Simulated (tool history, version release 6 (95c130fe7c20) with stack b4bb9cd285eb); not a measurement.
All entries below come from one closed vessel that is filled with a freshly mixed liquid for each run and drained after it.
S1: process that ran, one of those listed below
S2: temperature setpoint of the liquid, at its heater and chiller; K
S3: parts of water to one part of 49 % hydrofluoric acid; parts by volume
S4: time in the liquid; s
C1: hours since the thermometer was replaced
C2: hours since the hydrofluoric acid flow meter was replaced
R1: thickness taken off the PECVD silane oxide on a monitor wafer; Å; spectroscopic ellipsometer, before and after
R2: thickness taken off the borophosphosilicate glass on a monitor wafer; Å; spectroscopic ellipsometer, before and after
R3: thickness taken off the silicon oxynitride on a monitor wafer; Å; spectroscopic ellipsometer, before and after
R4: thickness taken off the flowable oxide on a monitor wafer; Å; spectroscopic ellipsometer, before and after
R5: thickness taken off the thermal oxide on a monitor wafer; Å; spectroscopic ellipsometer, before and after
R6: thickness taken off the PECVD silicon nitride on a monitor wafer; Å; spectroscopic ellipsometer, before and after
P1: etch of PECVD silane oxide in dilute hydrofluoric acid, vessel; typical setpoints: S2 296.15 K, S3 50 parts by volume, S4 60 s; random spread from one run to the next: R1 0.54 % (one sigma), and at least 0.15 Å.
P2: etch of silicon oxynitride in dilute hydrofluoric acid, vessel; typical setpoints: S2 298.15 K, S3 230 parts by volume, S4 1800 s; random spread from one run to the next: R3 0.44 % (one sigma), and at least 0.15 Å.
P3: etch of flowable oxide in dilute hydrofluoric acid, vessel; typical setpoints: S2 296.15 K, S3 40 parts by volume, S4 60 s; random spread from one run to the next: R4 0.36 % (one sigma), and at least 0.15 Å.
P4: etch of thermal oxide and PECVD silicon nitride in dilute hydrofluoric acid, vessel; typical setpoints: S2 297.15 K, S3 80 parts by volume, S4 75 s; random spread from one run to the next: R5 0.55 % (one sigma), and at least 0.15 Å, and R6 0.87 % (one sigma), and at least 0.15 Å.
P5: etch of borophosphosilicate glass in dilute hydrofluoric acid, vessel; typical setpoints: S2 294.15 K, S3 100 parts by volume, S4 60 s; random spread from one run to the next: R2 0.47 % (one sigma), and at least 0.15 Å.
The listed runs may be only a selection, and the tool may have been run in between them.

run 1 hour=7.3 | S1=P1 S2=296.15 S3=50 S4=60 | C1=696.8 C2=333.0 | R1=540.62
run 2 hour=18.9 | S1=P5 S2=300.15 S3=100 S4=60 | C1=708.4 C2=344.6 | R2=339.30
run 3 hour=30.5 | S1=P1 S2=296.15 S3=50 S4=60 | C1=720.0 C2=356.2 | R1=538.38
run 4 hour=41.8 | S1=P1 S2=296.15 S3=50 S4=60 | C1=731.3 C2=367.5 | R1=542.43
run 5 hour=51.3 | S1=P1 S2=296.15 S3=20 S4=60 | C1=740.8 C2=377.0 | R1=1417.30
run 6 hour=61.6 | S1=P5 S2=294.15 S3=100 S4=60 | C1=751.1 C2=387.3 | R2=268.15
run 7 hour=72.4 | S1=P1 S2=296.15 S3=75 S4=30 | C1=761.9 C2=398.1 | R1=175.02
run 8 hour=83.3 | S1=P5 S2=294.15 S3=30 S4=60 | C1=772.8 C2=409.0 | R2=959.46
run 9 hour=93.7 | S1=P2 S2=298.15 S3=230 S4=1800 | C1=783.2 C2=419.4 | R3=352.27
run 10 hour=101.1 | S1=P3 S2=301.65 S3=40 S4=60 | C1=790.6 C2=426.8 | R4=1030.20
run 11 hour=115.7 | S1=P1 S2=299.65 S3=50 S4=60 | C1=805.2 C2=441.4 | R1=620.77
run 12 hour=132.1 | S1=P3 S2=296.15 S3=40 S4=60 | C1=821.6 C2=457.8 | R4=821.04
run 13 hour=147.2 | S1=P3 S2=296.15 S3=20 S4=60 | C1=836.7 C2=472.9 | R4=1694.80
run 14 hour=159.3 | S1=P3 S2=296.15 S3=40 S4=60 | C1=848.8 C2=485.0 | R4=821.61
run 15 hour=170.7 | S1=P1 S2=303.65 S3=50 S4=100 | C1=860.2 C2=496.4 | R1=1223.90
run 16 hour=187.3 | S1=P1 S2=296.15 S3=50 S4=60 | C1=876.8 C2=513.0 | R1=540.69
run 17 hour=195.5 | S1=P1 S2=296.15 S3=50 S4=60 | C1=885.0 C2=521.2 | R1=544.66
run 18 hour=210.8 | S1=P3 S2=296.15 S3=40 S4=30 | C1=900.3 C2=536.5 | R4=410.47
run 19 hour=224.8 | S1=P2 S2=298.15 S3=230 S4=1800 | C1=914.3 C2=550.5 | R3=349.67
run 20 hour=235.2 | S1=P2 S2=298.15 S3=230 S4=2900 | C1=924.7 C2=560.9 | R3=565.88
run 21 hour=248.8 | S1=P1 S2=296.15 S3=50 S4=30 | C1=938.3 C2=574.5 | R1=271.85
run 22 hour=256.3 | S1=P1 S2=296.15 S3=85 S4=60 | C1=945.8 C2=582.0 | R1=307.52
run 23 hour=269.0 | S1=P2 S2=298.15 S3=145 S4=1800 | C1=958.5 C2=594.7 | R3=596.26
run 24 hour=280.2 | S1=P5 S2=294.15 S3=100 S4=30 | C1=969.7 C2=605.9 | R2=133.69
run 25 hour=292.6 | S1=P4 S2=297.15 S3=80 S4=120 | C1=982.1 C2=618.3 | R5=73.103 R6=39.145
run 26 hour=307.0 | S1=P4 S2=297.15 S3=80 S4=75 | C1=996.5 C2=632.7 | R5=46.147 R6=24.454
run 27 hour=317.3 | S1=P5 S2=294.15 S3=100 S4=60 | C1=1006.8 C2=643.0 | R2=267.25
run 28 hour=326.2 | S1=P1 S2=296.15 S3=50 S4=105 | C1=1015.7 C2=651.9 | R1=946.10
run 29 hour=334.9 | S1=P4 S2=297.15 S3=135 S4=75 | C1=1024.4 C2=660.6 | R5=25.305 R6=14.605
-- hour=342.2 thermometer replaced
run 30 hour=344.8 | S1=P2 S2=292.15 S3=230 S4=1800 | C1=2.6 C2=670.5 | R3=269.83
run 31 hour=353.8 | S1=P4 S2=290.15 S3=80 S4=75 | C1=11.6 C2=679.5 | R5=35.048 R6=15.366

Forecast run 32:
run 32 hour=366.5 | S1=P1 S2=290.65 S3=20 S4=60 | C1=24.3 C2=692.2 | R1=?

R1: 1105.80 Å
